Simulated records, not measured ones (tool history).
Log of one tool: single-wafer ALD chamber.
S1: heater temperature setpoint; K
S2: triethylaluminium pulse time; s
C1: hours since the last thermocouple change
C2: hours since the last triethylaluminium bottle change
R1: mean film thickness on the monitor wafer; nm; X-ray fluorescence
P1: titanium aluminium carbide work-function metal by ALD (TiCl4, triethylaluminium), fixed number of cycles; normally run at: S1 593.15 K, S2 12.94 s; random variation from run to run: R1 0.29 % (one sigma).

Run 1, hour 4.3: S1 593.15 K, S2 12.94 s; C1 2392.9; C2 229.3. Result: R1 2.1848 nm.
Run 2, hour 9: S1 617.15 K, S2 12.94 s; C1 2397.6; C2 234. Result: R1 2.398 nm.
Run 3, hour 14.1: S1 593.15 K, S2 7.39 s; C1 2402.7; C2 239.1. Result: R1 2.0284 nm.
Run 4, hour 22.3: S1 593.15 K, S2 12.94 s; C1 2410.9; C2 247.3. Result: R1 2.1756 nm.
Run 5, hour 29.6: S1 593.15 K, S2 12.94 s; C1 2418.2; C2 254.6. Result: R1 2.1783 nm.
Run 6, hour 33.6: S1 577.15 K, S2 8.29 s; C1 2422.2; C2 258.6. Result: R1 1.9456 nm.
Run 7, hour 38.7: S1 593.15 K, S2 19.78 s; C1 2427.3; C2 263.7. Result: R1 2.1992 nm.
Run 8, hour 45.7: S1 611.15 K, S2 20.41 s; C1 2434.3; C2 270.7. Result: R1 2.3632 nm.
Run 9, hour 50.3: S1 573.15 K, S2 12.94 s; C1 2438.9; C2 275.3. Result: R1 2.0058 nm.
Run 10, hour 54.2: S1 593.15 K, S2 12.94 s; C1 2442.8; C2 279.2. Result: R1 2.1771 nm.
Run 11, hour 58.6: S1 573.15 K, S2 8.4 s; C1 2447.2; C2 283.6. Result: R1 1.9097 nm.
Run 12, hour 65.5: S1 593.15 K, S2 12.94 s; C1 2454.1; C2 290.5. Result: R1 2.1803 nm.
Run 13, hour 72.9: S1 593.15 K, S2 12.94 s; C1 2461.5; C2 297.9. Result: R1 2.1492 nm.
Run 14, hour 77.9: S1 593.15 K, S2 12.94 s; C1 2466.5; C2 302.9. Result: R1 2.1524 nm.
Run 15, hour 86.3: S1 593.15 K, S2 12.94 s; C1 2474.9; C2 311.3. Result: R1 2.1369 nm.
Run 16, hour 93.8: S1 593.15 K, S2 12.94 s; C1 2482.4; C2 318.8. Result: R1 2.1408 nm.
Run 17, hour 100.2: S1 593.15 K, S2 12.94 s; C1 2488.8; C2 325.2. Result: R1 2.139 nm.
Run 18, hour 104.1: S1 593.15 K, S2 12.94 s; C1 2492.7; C2 329.1. Result: R1 2.1284 nm.

What P1 gives has crept away from where it was. These 2 causes fit the log equally well, each at the size given:
A: wafer temperature below the value expected at the setpoint (K) = 4.64
B: triethylaluminium dose below that of a fresh bottle (%) = 21.5
The creep began at about hour 65.5.

4 check runs are offered, one wafer each, their results left as question marks. Which one tells the causes apart?
Run check 1, hour 108: S1 615.15 K, S2 12.94 s. Result: R1 ?.
Run check 2, hour 108: S1 617.15 K, S2 12.94 s. Result: R1 ?.
Run check 3, hour 108: S1 583.15 K, S2 7.63 s. Result: R1 ?.
Run check 4, hour 108: S1 612.15 K, S2 12.94 s. Result: R1 ?.

What each check would give under each cause:
  check  result    if A    if B
check 1      R1  2.3303  2.3272
check 2      R1  2.3482  2.3448
check 3      R1  1.9224  1.8448
check 4      R1  2.3036  2.3009
How far apart the two closest causes lie, in the result that separates them most: check 1 0.13 %; check 2 0.15 %; check 3 4.12 %; check 4 0.12 %
Check 3 tells the causes apart: in the others they would give nearly the same result.

Check 3 was then run and gave: R1 1.9248 nm. Which cause is it?

It is A: wafer temperature below the value expected at the setpoint (K).
